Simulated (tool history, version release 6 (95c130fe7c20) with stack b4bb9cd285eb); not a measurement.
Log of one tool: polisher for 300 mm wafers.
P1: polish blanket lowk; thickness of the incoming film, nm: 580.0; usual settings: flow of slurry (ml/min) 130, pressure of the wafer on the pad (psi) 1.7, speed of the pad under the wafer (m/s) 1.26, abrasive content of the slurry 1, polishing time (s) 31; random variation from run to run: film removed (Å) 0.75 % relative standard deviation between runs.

run	hour	flow of slurry (ml/min)	pressure of the wafer on the pad (psi)	speed of the pad under the wafer (m/s)	abrasive content of the slurry	polishing time (s)	film removed (Å)
1	5.4	130	1.7	1.26	1	31	162.75
2	11.4	130	1.7	1.26	1	31	162.56
3	18.9	130	2.6	1.26	1	31	250.83
4	29.1	130	1.7	1.26	1	31	164.74
5	33.9	205	1.7	1.26	1	31	174.57
6	43.3	130	1.7	1.26	1	20	105.32
7	53	130	1.7	1.26	1	31	159.53
8	59.4	130	1.7	1.26	0.5	31	111.34
9	65.5	160	1.7	0.7	1	31	105.02
10	75.7	130	1.7	1.26	1	48	249.6
11	85.3	80	1.7	1.26	1	31	142.47
12	90.6	130	1.7	1.92	1	31	226.73
13	98.1	130	1.7	1.26	1	31	161.9
14	106	130	1.7	0.76	1	31	108.62
15	111.2	130	1.7	1.26	1.3	31	178.29
16	121.9	130	1.7	1.26	1	31	162.5
# hour 122.6: slurry blender recalibrated
17	130.6	130	1	1.26	1	31	95.693
18	139.5	130	1.7	1.26	1	31	163.06
19	144.2	130	1.7	1.26	1	31	160.76
20	150.8	130	1.7	1.26	1	31	154.2
21	155.6	130	1.7	1.26	1	31	152.59
22	163.3	130	1.7	1.26	1	31	148.54
23	170.1	130	1.7	1.26	1	31	144.79
24	179.1	130	1.7	1.26	1	31	145.14
25	188	130	1.7	1.26	1	31	141.85
# hour 195.7: conditioning disc replaced and pad reconditioned
26	197.2	130	1.7	1.26	1	31	143.17
# hour 197.3: slurry nozzle cleaned
# hour 199: head pressure recalibrated
27	203.2	130	1.7	1.26	1	31	140.76
28	213.9	130	1.7	1.26	1	31	140.06
29	221.3	130	1.7	1.26	1	31	141.14
30	226.6	130	1.7	1.26	1	31	141.13

The output of P1 has drifted from where it used to be. Each of the 2 causes below, taken at the size shown beside it, accounts for the log equally well:
A: abrasive missing from the slurry, % = 25.3
B: removal rate lost through wear of the pad, % = 13.4
The process output started creeping at around hour 144.2.
Excluded causes, each with its reason:
slurry flow missing at the pad, %: was serviced at hour 197.3, once the creep was under way, yet the earlier output never came back
head's pressure below its setpoint, %: was serviced at hour 199, once the creep was under way, yet the earlier output never came back
time polished since the conditioner stopped cutting, s: was serviced at hour 195.7, once the creep was under way, yet the earlier output never came back

Which of the check runs below tells the causes apart, meaning the causes would give it clearly different results? Each run uses 3 wafers whose results are averaged, and each result is shown as a question mark.
check 1	231.9	130	2.5	1.26	1	31	?
check 2	231.9	180	1.7	1.26	1	31	?
check 3	231.9	130	1.7	1.88	1	31	?
check 4	231.9	130	1.7	1.26	0.6	24	?

If the cause were each of the candidates in turn, the checks would give the following:
check	result	if A	if B
check 1	film removed (Å)	206.54	206.4
check 2	film removed (Å)	148.38	148.28
check 3	film removed (Å)	193.44	193.31
check 4	film removed (Å)	80.453	83.392
Separation of the two closest causes in each check, using whichever result separates them best: check 1 0.07 %; check 2 0.07 %; check 3 0.07 %; check 4 3.59 %
The other checks would show nearly matching results whichever cause is true, so check 4 is the only one that separates the causes.

Check 4 has now been run. It gave: film removed (Å) 83.497. Which of the candidate causes is it?

B is the cause: removal rate lost through wear of the pad, %.
